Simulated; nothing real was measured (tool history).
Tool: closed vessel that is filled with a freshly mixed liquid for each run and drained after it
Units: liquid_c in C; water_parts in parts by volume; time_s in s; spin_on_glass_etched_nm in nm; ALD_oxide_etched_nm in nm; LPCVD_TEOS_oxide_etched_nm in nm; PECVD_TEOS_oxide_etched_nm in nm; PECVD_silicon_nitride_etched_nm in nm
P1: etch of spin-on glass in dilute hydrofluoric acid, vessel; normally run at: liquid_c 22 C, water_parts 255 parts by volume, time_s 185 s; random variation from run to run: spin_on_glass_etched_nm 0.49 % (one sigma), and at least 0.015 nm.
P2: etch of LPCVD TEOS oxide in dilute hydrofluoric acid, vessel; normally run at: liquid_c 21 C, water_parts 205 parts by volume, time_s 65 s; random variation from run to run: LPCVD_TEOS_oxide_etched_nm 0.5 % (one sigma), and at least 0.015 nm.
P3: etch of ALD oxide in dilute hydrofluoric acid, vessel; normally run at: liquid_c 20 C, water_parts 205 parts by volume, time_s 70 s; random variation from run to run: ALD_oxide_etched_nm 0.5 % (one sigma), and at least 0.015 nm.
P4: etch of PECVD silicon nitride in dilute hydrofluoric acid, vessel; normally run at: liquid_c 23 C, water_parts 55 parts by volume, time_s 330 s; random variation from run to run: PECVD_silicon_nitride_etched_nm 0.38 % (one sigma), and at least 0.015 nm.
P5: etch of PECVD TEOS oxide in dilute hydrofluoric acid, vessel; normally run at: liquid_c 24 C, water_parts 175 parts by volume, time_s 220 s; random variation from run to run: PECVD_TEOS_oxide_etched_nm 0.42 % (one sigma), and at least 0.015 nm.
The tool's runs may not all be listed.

run,hour,process,liquid_c,water_parts,time_s,hours since the thermometer was replaced,hours since the hydrofluoric acid flow meter was replaced,spin_on_glass_etched_nm,ALD_oxide_etched_nm,LPCVD_TEOS_oxide_etched_nm,PECVD_TEOS_oxide_etched_nm,PECVD_silicon_nitride_etched_nm
1,6.5,P1,22,255,185,741.4,729.3,21.113,,,,
2,14.6,P3,20,85,70,749.5,737.4,,16.883,,,
3,24.5,P2,17,205,65,759.4,747.3,,,5.6222,,
4,30,P3,20,205,70,764.9,752.8,,6.2178,,,
5,41.2,P5,24,175,220,776.1,764,,,,21.987,
6,47.3,P4,23,55,330,782.2,770.1,,,,,16.697
7,54.8,P5,24,175,90,789.7,777.6,,,,8.9979,
8,64.9,P4,27,55,330,799.8,787.7,,,,,21.99
9,75.4,P2,21,205,65,810.3,798.2,,,6.4651,,
10,84.4,P2,21,360,65,819.3,807.2,,,3.2088,,
11,90,P1,22,255,185,824.9,812.8,21.152,,,,
12,95.9,P2,21,205,65,830.8,818.7,,,6.5491,,
13,102.1,P3,20,205,70,837,824.9,,6.2316,,,
14,113.6,P4,23,105,330,848.5,836.4,,,,,8.9256
15,123.1,P1,17.5,255,185,858,845.9,17.815,,,,
16,130.4,P2,21,205,30,865.3,853.2,,,3.042,,
17,141.6,P1,22,255,345,876.5,864.4,39.252,,,,
18,149.8,P1,29,255,185,884.7,872.6,26.912,,,,
19,156.9,P1,22,255,185,891.8,879.7,20.985,,,,
20,163,P1,22,255,185,897.9,885.8,20.906,,,,
21,172.5,P5,24,325,220,907.4,895.3,,,,10.181,
22,185,P3,20,205,30,919.9,907.8,,2.659,,,
23,197.7,P3,27,205,70,932.6,920.5,,7.9613,,,
24,205.6,P1,22,255,70,940.5,928.4,7.9627,,,,
25,216.8,P4,23,55,30,951.7,939.6,,,,,1.5296
26,228.3,P1,22,255,185,963.2,951.1,20.895,,,,
27,240.6,P1,22,65,185,975.5,963.4,101.31,,,,
28,252,P1,22,465,185,986.9,974.8,9.5368,,,,
29,259.7,P5,17,175,220,994.6,982.5,,,,16.7,
30,270,P1,17,125,185,1004.9,992.8,39.989,,,,
31,282.6,P1,22,255,185,1017.5,1005.4,21.226,,,,
32,292.3,P1,22,255,185,1027.2,1015.1,21.755,,,,
33,298.5,P1,22,255,185,1033.4,1021.3,22.155,,,,
34,304.4,P1,22,255,185,1039.3,1027.2,22.16,,,,
35,312.8,P1,22,255,185,1047.7,1035.6,22.369,,,,
36,321.5,P1,22,255,185,1056.4,1044.3,22.445,,,,
37,330.4,P1,22,255,185,1065.3,1053.2,22.563,,,,
38,339.1,P1,22,255,185,1074,1061.9,22.652,,,,
39,346.7,P1,22,255,185,1081.6,1069.5,22.65,,,,

What P1 gives has crept away from where it was. These 2 causes fit the log equally well, each at the size given:
A: liquid hotter than its thermometer reads (K) = 2
B: hydrofluoric acid flow above the setpoint (%) = 5.96
The creep began at about hour 282.6.

4 check runs are offered, one wafer each, their results left as question marks. Which one tells the causes apart?
check 1,354.3,P5,20.5,175,220,,,,,,?,
check 2,354.3,P3,26,145,70,,,,?,,,
check 3,354.3,P4,26,55,40,,,,,,,?
check 4,354.3,P2,21,285,30,,,,,?,,

What each check would give under each cause:
check,result,if A,if B
check 1,PECVD_TEOS_oxide_etched_nm,20.736,20.546
check 2,ALD_oxide_etched_nm,12.639,12.555
check 3,PECVD_silicon_nitride_etched_nm,2.842,2.6375
check 4,LPCVD_TEOS_oxide_etched_nm,2.1576,2.1597
How far apart the two closest causes lie, in the result that separates them most: check 1 0.92 %; check 2 0.66 %; check 3 7.47 %; check 4 0.1 %
Check 3 tells the causes apart: in the others they would give nearly the same result.

Then check 3 was run and gave: PECVD_silicon_nitride_etched_nm 2.8283 nm. Which cause is it?

It is A: liquid hotter than its thermometer reads (K).

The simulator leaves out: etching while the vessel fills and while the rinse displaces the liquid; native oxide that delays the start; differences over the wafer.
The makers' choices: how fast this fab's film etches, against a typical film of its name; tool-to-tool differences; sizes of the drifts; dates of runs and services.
